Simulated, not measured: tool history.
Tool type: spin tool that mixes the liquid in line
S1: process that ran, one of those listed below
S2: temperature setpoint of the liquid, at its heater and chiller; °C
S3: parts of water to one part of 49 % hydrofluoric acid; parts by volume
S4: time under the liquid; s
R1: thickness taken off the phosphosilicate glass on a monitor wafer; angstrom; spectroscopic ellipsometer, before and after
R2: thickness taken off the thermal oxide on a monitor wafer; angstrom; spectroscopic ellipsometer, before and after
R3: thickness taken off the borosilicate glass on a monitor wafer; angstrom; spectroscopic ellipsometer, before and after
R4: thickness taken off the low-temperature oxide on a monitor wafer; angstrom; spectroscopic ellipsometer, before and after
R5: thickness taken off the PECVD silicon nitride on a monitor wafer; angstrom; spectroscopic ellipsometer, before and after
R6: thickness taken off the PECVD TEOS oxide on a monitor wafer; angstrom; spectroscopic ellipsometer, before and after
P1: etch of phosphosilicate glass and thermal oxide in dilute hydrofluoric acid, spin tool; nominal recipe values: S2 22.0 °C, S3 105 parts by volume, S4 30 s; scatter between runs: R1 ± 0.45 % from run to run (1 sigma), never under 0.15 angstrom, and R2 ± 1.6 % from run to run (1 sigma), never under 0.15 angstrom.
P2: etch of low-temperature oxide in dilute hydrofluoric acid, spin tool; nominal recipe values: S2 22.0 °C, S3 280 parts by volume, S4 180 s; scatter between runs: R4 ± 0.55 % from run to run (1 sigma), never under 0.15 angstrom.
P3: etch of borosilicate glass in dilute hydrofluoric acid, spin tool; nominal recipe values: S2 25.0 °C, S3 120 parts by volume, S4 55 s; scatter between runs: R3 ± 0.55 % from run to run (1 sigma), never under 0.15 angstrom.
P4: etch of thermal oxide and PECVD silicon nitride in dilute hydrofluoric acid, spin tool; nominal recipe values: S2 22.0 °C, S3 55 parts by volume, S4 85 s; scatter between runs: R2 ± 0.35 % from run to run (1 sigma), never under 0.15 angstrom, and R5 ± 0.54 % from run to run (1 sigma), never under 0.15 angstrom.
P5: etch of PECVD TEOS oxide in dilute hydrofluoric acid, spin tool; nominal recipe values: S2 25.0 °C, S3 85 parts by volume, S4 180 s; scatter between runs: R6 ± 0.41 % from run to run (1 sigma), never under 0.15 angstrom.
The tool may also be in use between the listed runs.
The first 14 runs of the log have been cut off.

{"run": 15, "hour": 107.0, "S1": "P1", "S2": 22.0, "S3": 25, "S4": 30, "R1": 2400.9, "R2": 59.278}
{"run": 16, "hour": 117.3, "S1": "P1", "S2": 22.0, "S3": 180, "S4": 30, "R1": 279.69, "R2": 7.1039}
{"run": 17, "hour": 127.6, "S1": "P1", "S2": 22.0, "S3": 105, "S4": 60, "R1": 1041.6, "R2": 26.246}
{"run": 18, "hour": 133.6, "S1": "P1", "S2": 27.0, "S3": 105, "S4": 30, "R1": 634.72, "R2": 15.627}
{"run": 19, "hour": 140.8, "S1": "P1", "S2": 17.0, "S3": 105, "S4": 30, "R1": 429.03, "R2": 10.477}
{"run": 20, "hour": 148.4, "S1": "P2", "S2": 17.0, "S3": 280, "S4": 180, "R4": 55.094}
{"run": 21, "hour": 158.4, "S1": "P1", "S2": 22.0, "S3": 105, "S4": 30, "R1": 522.36, "R2": 12.87}
{"run": 22, "hour": 164.3, "S1": "P2", "S2": 22.0, "S3": 280, "S4": 180, "R4": 66.34}
{"run": 23, "hour": 173.7, "S1": "P4", "S2": 17.0, "S3": 55, "S4": 85, "R2": 59.778, "R5": 54.484}
{"run": 24, "hour": 182.1, "S1": "P5", "S2": 25.0, "S3": 85, "S4": 180, "R6": 441.12}
{"run": 25, "hour": 189.3, "S1": "P5", "S2": 25.0, "S3": 85, "S4": 180, "R6": 443.59}
{"run": 26, "hour": 197.8, "S1": "P4", "S2": 22.0, "S3": 55, "S4": 15, "R2": 13.073, "R5": 13.602}
{"run": 27, "hour": 203.3, "S1": "P1", "S2": 22.0, "S3": 65, "S4": 45, "R1": 1330.4, "R2": 31.335}
{"run": 28, "hour": 210.5, "S1": "P1", "S2": 22.0, "S3": 105, "S4": 30, "R1": 524.78, "R2": 12.81}
{"run": 29, "hour": 218.4, "S1": "P2", "S2": 22.0, "S3": 280, "S4": 310, "R4": 115.46}

Forecast run 30:
{"run": 30, "hour": 228.8, "S1": "P1", "S2": 22.0, "S3": 105, "S4": 30, "R1": "?", "R2": "?"}

{"run 30": {"R1": 527.24, "R2": 12.998}}
